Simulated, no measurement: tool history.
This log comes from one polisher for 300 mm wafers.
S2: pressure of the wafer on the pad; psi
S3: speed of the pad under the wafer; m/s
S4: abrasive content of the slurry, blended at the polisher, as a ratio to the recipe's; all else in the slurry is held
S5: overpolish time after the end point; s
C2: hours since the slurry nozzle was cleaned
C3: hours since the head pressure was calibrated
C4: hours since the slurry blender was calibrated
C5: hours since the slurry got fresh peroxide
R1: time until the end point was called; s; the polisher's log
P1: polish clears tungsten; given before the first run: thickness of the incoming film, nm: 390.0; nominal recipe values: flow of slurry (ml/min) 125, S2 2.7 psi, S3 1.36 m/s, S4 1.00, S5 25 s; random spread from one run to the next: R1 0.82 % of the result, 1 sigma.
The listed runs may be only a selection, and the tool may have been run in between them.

{"run": 1, "hour": 14.3, "flow of slurry (ml/min)": 125, "S2": 2.7, "S3": 1.36, "S4": 1.0, "S5": 25, "wafers polished on this pad": 888, "C2": 96.2, "C3": 204.0, "C4": 97.4, "C5": 111.0, "R1": 80.568}
{"run": 2, "hour": 28.4, "flow of slurry (ml/min)": 160, "S2": 2.7, "S3": 1.36, "S4": 1.0, "S5": 25, "wafers polished on this pad": 971, "C2": 110.3, "C3": 218.1, "C4": 111.5, "C5": 125.1, "R1": 77.902}
{"run": 3, "hour": 44.4, "flow of slurry (ml/min)": 75, "S2": 2.7, "S3": 1.82, "S4": 1.0, "S5": 25, "wafers polished on this pad": 1065, "C2": 126.3, "C3": 234.1, "C4": 127.5, "C5": 141.1, "R1": 69.328}
{"run": 4, "hour": 51.6, "flow of slurry (ml/min)": 125, "S2": 2.7, "S3": 1.36, "S4": 1.0, "S5": 49, "wafers polished on this pad": 1107, "C2": 133.5, "C3": 241.3, "C4": 134.7, "C5": 148.3, "R1": 81.197}
{"run": 5, "hour": 61.9, "flow of slurry (ml/min)": 125, "S2": 2.7, "S3": 1.36, "S4": 1.0, "S5": 25, "wafers polished on this pad": 1167, "C2": 143.8, "C3": 251.6, "C4": 145.0, "C5": 158.6, "R1": 81.474}
{"run": 6, "hour": 76.9, "flow of slurry (ml/min)": 125, "S2": 2.7, "S3": 1.36, "S4": 1.0, "S5": 25, "wafers polished on this pad": 1255, "C2": 158.8, "C3": 266.6, "C4": 160.0, "C5": 173.6, "R1": 80.96}
{"run": 7, "hour": 89.0, "flow of slurry (ml/min)": 125, "S2": 2.7, "S3": 1.36, "S4": 1.0, "S5": 8, "wafers polished on this pad": 1326, "C2": 170.9, "C3": 278.7, "C4": 172.1, "C5": 185.7, "R1": 81.024}
{"run": 8, "hour": 97.3, "flow of slurry (ml/min)": 125, "S2": 3.5, "S3": 1.36, "S4": 1.0, "S5": 25, "wafers polished on this pad": 1374, "C2": 179.2, "C3": 287.0, "C4": 180.4, "C5": 194.0, "R1": 63.318}
{"run": 9, "hour": 109.4, "flow of slurry (ml/min)": 125, "S2": 2.7, "S3": 1.92, "S4": 1.0, "S5": 25, "wafers polished on this pad": 1445, "C2": 191.3, "C3": 299.1, "C4": 192.5, "C5": 206.1, "R1": 57.805}
{"run": 10, "hour": 122.5, "flow of slurry (ml/min)": 75, "S2": 2.7, "S3": 1.36, "S4": 1.0, "S5": 25, "wafers polished on this pad": 1522, "C2": 204.4, "C3": 312.2, "C4": 205.6, "C5": 219.2, "R1": 93.003}
{"run": 11, "hour": 134.0, "flow of slurry (ml/min)": 125, "S2": 2.7, "S3": 1.36, "S4": 1.0, "S5": 25, "wafers polished on this pad": 1589, "C2": 215.9, "C3": 323.7, "C4": 217.1, "C5": 230.7, "R1": 80.391}
{"run": 12, "hour": 147.9, "flow of slurry (ml/min)": 125, "S2": 1.7, "S3": 1.36, "S4": 1.0, "S5": 25, "wafers polished on this pad": 1670, "C2": 229.8, "C3": 337.6, "C4": 231.0, "C5": 244.6, "R1": 128.82}
{"run": 13, "hour": 161.0, "flow of slurry (ml/min)": 125, "S2": 2.7, "S3": 1.36, "S4": 1.5, "S5": 25, "wafers polished on this pad": 1747, "C2": 242.9, "C3": 350.7, "C4": 244.1, "C5": 257.7, "R1": 74.254}
{"run": 14, "hour": 174.5, "flow of slurry (ml/min)": 95, "S2": 1.5, "S3": 1.36, "S4": 1.0, "S5": 25, "wafers polished on this pad": 1826, "C2": 256.4, "C3": 364.2, "C4": 257.6, "C5": 271.2, "R1": 157.21}
{"run": 15, "hour": 188.9, "flow of slurry (ml/min)": 125, "S2": 2.7, "S3": 0.62, "S4": 1.0, "S5": 25, "wafers polished on this pad": 1910, "C2": 270.8, "C3": 378.6, "C4": 272.0, "C5": 285.6, "R1": 177.34}
{"run": 16, "hour": 200.6, "flow of slurry (ml/min)": 125, "S2": 2.7, "S3": 1.36, "S4": 0.5, "S5": 25, "wafers polished on this pad": 1979, "C2": 282.5, "C3": 390.3, "C4": 283.7, "C5": 297.3, "R1": 94.752}
{"run": 17, "hour": 212.3, "flow of slurry (ml/min)": 125, "S2": 2.7, "S3": 1.36, "S4": 1.0, "S5": 25, "wafers polished on this pad": 2047, "C2": 294.2, "C3": 402.0, "C4": 295.4, "C5": 309.0, "R1": 80.376}
{"run": 18, "hour": 227.4, "flow of slurry (ml/min)": 125, "S2": 2.7, "S3": 1.72, "S4": 1.35, "S5": 25, "wafers polished on this pad": 2136, "C2": 309.3, "C3": 417.1, "C4": 310.5, "C5": 324.1, "R1": 59.746}
{"run": 19, "hour": 238.2, "flow of slurry (ml/min)": 125, "S2": 2.7, "S3": 1.36, "S4": 1.0, "S5": 25, "wafers polished on this pad": 2199, "C2": 320.1, "C3": 427.9, "C4": 321.3, "C5": 334.9, "R1": 81.434}
{"run": 20, "hour": 245.5, "flow of slurry (ml/min)": 125, "S2": 2.7, "S3": 1.36, "S4": 1.0, "S5": 25, "wafers polished on this pad": 2242, "C2": 327.4, "C3": 435.2, "C4": 328.6, "C5": 342.2, "R1": 80.558}
{"run": 21, "hour": 258.6, "flow of slurry (ml/min)": 125, "S2": 2.7, "S3": 1.36, "S4": 1.0, "S5": 25, "wafers polished on this pad": 2318, "C2": 340.5, "C3": 448.3, "C4": 341.7, "C5": 355.3, "R1": 85.282}
{"run": 22, "hour": 274.8, "flow of slurry (ml/min)": 125, "S2": 2.7, "S3": 1.36, "S4": 1.0, "S5": 25, "wafers polished on this pad": 2413, "C2": 356.7, "C3": 464.5, "C4": 357.9, "C5": 371.5, "R1": 86.892}
{"run": 23, "hour": 289.8, "flow of slurry (ml/min)": 125, "S2": 2.7, "S3": 1.36, "S4": 1.0, "S5": 25, "wafers polished on this pad": 2501, "C2": 371.7, "C3": 479.5, "C4": 372.9, "C5": 386.5, "R1": 86.962}
{"hour": 292.7, "done": "head pressure recalibrated"}
{"hour": 298.1, "done": "slurry blender recalibrated"}
{"run": 24, "hour": 303.4, "flow of slurry (ml/min)": 125, "S2": 2.7, "S3": 1.36, "S4": 1.0, "S5": 25, "wafers polished on this pad": 2581, "C2": 385.3, "C3": 10.7, "C4": 5.4, "C5": 400.1, "R1": 88.402}
{"hour": 310.7, "done": "slurry tank refilled with fresh slurry and peroxide"}
{"run": 25, "hour": 319.1, "flow of slurry (ml/min)": 125, "S2": 2.7, "S3": 1.36, "S4": 1.0, "S5": 25, "wafers polished on this pad": 2673, "C2": 401.0, "C3": 26.4, "C4": 21.1, "C5": 8.4, "R1": 88.776}
{"run": 26, "hour": 335.4, "flow of slurry (ml/min)": 125, "S2": 2.7, "S3": 1.36, "S4": 1.0, "S5": 25, "wafers polished on this pad": 2768, "C2": 417.3, "C3": 42.7, "C4": 37.4, "C5": 24.7, "R1": 88.963}

The log shows P1 creeping away from where it was. Any of the 2 causes listed here, at the size stated for it, fits the log just as well as the others:
A: removal rate lost through wear of the pad, % = 8.14
B: slurry flow missing at the pad, % = 29.9
The onset of the drift is placed at about hour 245.5.
Why every other cause is out:
head's pressure below its setpoint, %: serviced after onset, at hour 292.7, with no recovery of the prior output
abrasive missing from the slurry, %: serviced after onset, at hour 298.1, with no recovery of the prior output
peroxide lost from the slurry, %: serviced after onset, at hour 310.7, with no recovery of the prior output

Below are 4 check runs, each averaged over 3 wafers, with their results shown as question marks. Which of them would give clearly different results depending on which cause is behind the drift?
{"run": "check 1", "hour": 351.7, "flow of slurry (ml/min)": 125, "S2": 2.7, "S3": 1.36, "S4": 1.0, "S5": 16, "R1": "?"}
{"run": "check 2", "hour": 351.7, "flow of slurry (ml/min)": 80, "S2": 2.0, "S3": 1.36, "S4": 1.0, "S5": 25, "R1": "?"}
{"run": "check 3", "hour": 351.7, "flow of slurry (ml/min)": 125, "S2": 2.7, "S3": 1.84, "S4": 0.75, "S5": 25, "R1": "?"}
{"run": "check 4", "hour": 351.7, "flow of slurry (ml/min)": 125, "S2": 2.7, "S3": 1.36, "S4": 1.0, "S5": 8, "R1": "?"}

How each check would come out, cause by cause:
check=check_1 result=R1 if_A=88.436 if_B=88.440
check=check_2 result=R1 if_A=133.450 if_B=138.830
check=check_3 result=R1 if_A=69.901 if_B=69.904
check=check_4 result=R1 if_A=88.436 if_B=88.440
Per check, the gap between the least separated pair of causes, taken in the result that splits them most: check 1 0 %; check 2 3.95 %; check 3 0 %; check 4 0 %
Check 2 tells the causes apart: in the others they would give nearly the same result.

Check 2 has now been run. It gave: R1 134.070 s. Which of the candidate causes is it?

The correct cause is A, namely: removal rate lost through wear of the pad, %.

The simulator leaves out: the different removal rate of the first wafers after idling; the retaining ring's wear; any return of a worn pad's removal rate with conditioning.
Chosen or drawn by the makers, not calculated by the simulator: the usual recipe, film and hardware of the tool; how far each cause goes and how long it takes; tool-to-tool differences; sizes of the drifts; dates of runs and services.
